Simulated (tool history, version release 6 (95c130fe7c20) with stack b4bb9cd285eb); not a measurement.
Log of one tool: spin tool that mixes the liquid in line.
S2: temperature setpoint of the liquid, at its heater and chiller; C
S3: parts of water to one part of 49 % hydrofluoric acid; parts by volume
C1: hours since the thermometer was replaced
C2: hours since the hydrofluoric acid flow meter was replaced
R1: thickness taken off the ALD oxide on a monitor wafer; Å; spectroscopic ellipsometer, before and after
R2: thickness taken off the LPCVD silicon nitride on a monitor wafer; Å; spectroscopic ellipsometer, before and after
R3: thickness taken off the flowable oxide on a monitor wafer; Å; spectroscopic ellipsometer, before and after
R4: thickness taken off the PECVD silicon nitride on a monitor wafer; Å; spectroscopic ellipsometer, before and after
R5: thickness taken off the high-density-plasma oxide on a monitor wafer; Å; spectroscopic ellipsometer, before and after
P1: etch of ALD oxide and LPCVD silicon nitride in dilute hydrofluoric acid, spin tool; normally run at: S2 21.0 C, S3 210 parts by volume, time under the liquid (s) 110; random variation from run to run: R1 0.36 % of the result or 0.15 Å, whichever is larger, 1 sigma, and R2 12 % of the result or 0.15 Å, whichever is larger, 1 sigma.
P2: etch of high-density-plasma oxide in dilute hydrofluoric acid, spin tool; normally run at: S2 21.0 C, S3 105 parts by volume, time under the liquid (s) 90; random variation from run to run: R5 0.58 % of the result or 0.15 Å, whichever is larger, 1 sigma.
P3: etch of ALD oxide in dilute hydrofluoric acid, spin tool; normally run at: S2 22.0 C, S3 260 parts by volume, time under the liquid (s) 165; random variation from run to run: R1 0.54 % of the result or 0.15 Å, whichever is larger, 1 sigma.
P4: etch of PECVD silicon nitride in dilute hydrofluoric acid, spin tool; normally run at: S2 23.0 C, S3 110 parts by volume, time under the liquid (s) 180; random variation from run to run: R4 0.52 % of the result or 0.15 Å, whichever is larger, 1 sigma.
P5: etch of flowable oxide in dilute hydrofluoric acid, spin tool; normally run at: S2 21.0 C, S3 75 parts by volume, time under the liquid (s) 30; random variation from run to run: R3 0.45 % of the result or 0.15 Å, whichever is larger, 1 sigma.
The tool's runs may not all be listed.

run 1 hour=10.2 | process_that_ran=P1 S2=21.0 S3=210 time_under_the_liquid_(s)=110 | C1=168.6 C2=325.0 | R1=91.877 R2=2.07590
run 2 hour=20.7 | process_that_ran=P1 S2=21.0 S3=80 time_under_the_liquid_(s)=110 | C1=179.1 C2=335.5 | R1=277.010 R2=5.99200
run 3 hour=31.4 | process_that_ran=P1 S2=17.0 S3=210 time_under_the_liquid_(s)=110 | C1=189.8 C2=346.2 | R1=78.699 R2=1.76810
run 4 hour=42.4 | process_that_ran=P1 S2=21.0 S3=210 time_under_the_liquid_(s)=110 | C1=200.8 C2=357.2 | R1=92.257 R2=2.42620
run 5 hour=53.3 | process_that_ran=P5 S2=26.0 S3=75 time_under_the_liquid_(s)=30 | C1=211.7 C2=368.1 | R3=93.352
run 6 hour=65.9 | process_that_ran=P5 S2=21.0 S3=75 time_under_the_liquid_(s)=30 | C1=224.3 C2=380.7 | R3=76.919
run 7 hour=74.4 | process_that_ran=P1 S2=21.0 S3=210 time_under_the_liquid_(s)=110 | C1=232.8 C2=389.2 | R1=92.446 R2=1.96310
run 8 hour=90.4 | process_that_ran=P3 S2=22.0 S3=140 time_under_the_liquid_(s)=165 | C1=248.8 C2=405.2 | R1=164.220
run 9 hour=106.7 | process_that_ran=P1 S2=17.0 S3=95 time_under_the_liquid_(s)=110 | C1=265.1 C2=421.5 | R1=195.770 R2=3.46970
run 10 hour=115.9 | process_that_ran=P4 S2=23.0 S3=110 time_under_the_liquid_(s)=50 | C1=274.3 C2=430.7 | R4=13.298
-- hour=124.3 hydrofluoric acid flow meter replaced
run 11 hour=131.9 | process_that_ran=P1 S2=25.5 S3=210 time_under_the_liquid_(s)=200 | C1=290.3 C2=7.6 | R1=196.360 R2=5.67530
run 12 hour=141.5 | process_that_ran=P3 S2=22.0 S3=260 time_under_the_liquid_(s)=245 | C1=299.9 C2=17.2 | R1=115.480
run 13 hour=158.4 | process_that_ran=P1 S2=21.0 S3=210 time_under_the_liquid_(s)=110 | C1=316.8 C2=34.1 | R1=91.482 R2=2.04970
run 14 hour=176.2 | process_that_ran=P1 S2=21.0 S3=325 time_under_the_liquid_(s)=110 | C1=334.6 C2=51.9 | R1=53.190 R2=1.18450
run 15 hour=191.9 | process_that_ran=P1 S2=21.0 S3=210 time_under_the_liquid_(s)=200 | C1=350.3 C2=67.6 | R1=167.380 R2=4.36070
run 16 hour=201.3 | process_that_ran=P4 S2=23.0 S3=110 time_under_the_liquid_(s)=180 | C1=359.7 C2=77.0 | R4=47.949
run 17 hour=211.4 | process_that_ran=P1 S2=21.0 S3=210 time_under_the_liquid_(s)=110 | C1=369.8 C2=87.1 | R1=91.812 R2=2.33860
run 18 hour=223.5 | process_that_ran=P2 S2=21.0 S3=105 time_under_the_liquid_(s)=90 | C1=381.9 C2=99.2 | R5=44.402
run 19 hour=235.6 | process_that_ran=P5 S2=21.0 S3=110 time_under_the_liquid_(s)=30 | C1=394.0 C2=111.3 | R3=49.551
run 20 hour=245.6 | process_that_ran=P1 S2=28.0 S3=210 time_under_the_liquid_(s)=180 | C1=404.0 C2=121.3 | R1=195.450 R2=5.99190
run 21 hour=261.5 | process_that_ran=P4 S2=23.0 S3=200 time_under_the_liquid_(s)=180 | C1=419.9 C2=137.2 | R4=26.434
run 22 hour=272.5 | process_that_ran=P3 S2=22.0 S3=260 time_under_the_liquid_(s)=165 | C1=430.9 C2=148.2 | R1=78.018
run 23 hour=282.8 | process_that_ran=P2 S2=26.0 S3=105 time_under_the_liquid_(s)=90 | C1=441.2 C2=158.5 | R5=54.558
run 24 hour=292.8 | process_that_ran=P4 S2=28.5 S3=110 time_under_the_liquid_(s)=180 | C1=451.2 C2=168.5 | R4=67.664
run 25 hour=308.6 | process_that_ran=P3 S2=18.0 S3=260 time_under_the_liquid_(s)=165 | C1=467.0 C2=184.3 | R1=66.670
run 26 hour=326.4 | process_that_ran=P1 S2=25.0 S3=210 time_under_the_liquid_(s)=110 | C1=484.8 C2=202.1 | R1=107.130 R2=3.25550
run 27 hour=342.4 | process_that_ran=P2 S2=21.0 S3=170 time_under_the_liquid_(s)=90 | C1=500.8 C2=218.1 | R5=25.306
run 28 hour=355.8 | process_that_ran=P5 S2=21.0 S3=75 time_under_the_liquid_(s)=30 | C1=514.2 C2=231.5 | R3=76.348
run 29 hour=367.0 | process_that_ran=P2 S2=21.0 S3=105 time_under_the_liquid_(s)=180 | C1=525.4 C2=242.7 | R5=89.408
run 30 hour=380.4 | process_that_ran=P1 S2=21.0 S3=210 time_under_the_liquid_(s)=25 | C1=538.8 C2=256.1 | R1=20.928 R2=0.79179
run 31 hour=391.1 | process_that_ran=P2 S2=21.0 S3=105 time_under_the_liquid_(s)=90 | C1=549.5 C2=266.8 | R5=44.413
run 32 hour=405.2 | process_that_ran=P5 S2=21.0 S3=75 time_under_the_liquid_(s)=15 | C1=563.6 C2=280.9 | R3=37.979
run 33 hour=414.9 | process_that_ran=P1 S2=21.0 S3=210 time_under_the_liquid_(s)=110 | C1=573.3 C2=290.6 | R1=91.743 R2=2.39000
run 34 hour=428.8 | process_that_ran=P1 S2=21.0 S3=210 time_under_the_liquid_(s)=110 | C1=587.2 C2=304.5 | R1=89.891 R2=1.87640
run 35 hour=443.7 | process_that_ran=P1 S2=21.0 S3=210 time_under_the_liquid_(s)=110 | C1=602.1 C2=319.4 | R1=89.359 R2=2.35710
run 36 hour=459.4 | process_that_ran=P1 S2=21.0 S3=210 time_under_the_liquid_(s)=110 | C1=617.8 C2=335.1 | R1=88.122 R2=1.83560
run 37 hour=470.1 | process_that_ran=P1 S2=21.0 S3=210 time_under_the_liquid_(s)=110 | C1=628.5 C2=345.8 | R1=88.611 R2=1.87910
run 38 hour=487.3 | process_that_ran=P1 S2=21.0 S3=210 time_under_the_liquid_(s)=110 | C1=645.7 C2=363.0 | R1=87.626 R2=2.19540
run 39 hour=505.1 | process_that_ran=P1 S2=21.0 S3=210 time_under_the_liquid_(s)=110 | C1=663.5 C2=380.8 | R1=87.476 R2=2.10660
run 40 hour=518.7 | process_that_ran=P1 S2=21.0 S3=210 time_under_the_liquid_(s)=110 | C1=677.1 C2=394.4 | R1=87.482 R2=1.82090
run 41 hour=530.2 | process_that_ran=P1 S2=21.0 S3=210 time_under_the_liquid_(s)=110 | C1=688.6 C2=405.9 | R1=87.378 R2=2.08090
run 42 hour=538.0 | process_that_ran=P1 S2=21.0 S3=210 time_under_the_liquid_(s)=110 | C1=696.4 C2=413.7 | R1=86.637 R2=1.79360
run 43 hour=547.8 | process_that_ran=P1 S2=21.0 S3=210 time_under_the_liquid_(s)=110 | C1=706.2 C2=423.5 | R1=87.845 R2=1.79200

What P1 gives has crept away from where it was. These 2 causes fit the log equally well, each at the size given:
A: liquid colder than its thermometer reads (K) = 1.39
B: hydrofluoric acid flow below the setpoint (%) = 4.27
The creep began at about hour 414.9.

4 check runs are offered, one wafer each, their results left as question marks. Which one tells the causes apart?
run check 1 hour=557.6 | process_that_ran=P4 S2=23.0 S3=110 time_under_the_liquid_(s)=180 | R4=?
run check 2 hour=557.6 | process_that_ran=P3 S2=22.0 S3=260 time_under_the_liquid_(s)=165 | R1=?
run check 3 hour=557.6 | process_that_ran=P2 S2=21.0 S3=105 time_under_the_liquid_(s)=90 | R5=?
run check 4 hour=557.6 | process_that_ran=P5 S2=21.0 S3=75 time_under_the_liquid_(s)=30 | R3=?

What each check would give under each cause:
check=check_1 result=R4 if_A=43.411 if_B=45.614
check=check_2 result=R1 if_A=74.160 if_B=73.884
check=check_3 result=R5 if_A=41.954 if_B=42.285
check=check_4 result=R3 if_A=71.962 if_B=72.701
How far apart the two closest causes lie, in the result that separates them most: check 1 4.95 %; check 2 0.37 %; check 3 0.79 %; check 4 1.02 %
Check 1 tells the causes apart: in the others they would give nearly the same result.

Then check 1 was run and gave: R4 45.779 Å. Which cause is it?

It is B: hydrofluoric acid flow below the setpoint (%).

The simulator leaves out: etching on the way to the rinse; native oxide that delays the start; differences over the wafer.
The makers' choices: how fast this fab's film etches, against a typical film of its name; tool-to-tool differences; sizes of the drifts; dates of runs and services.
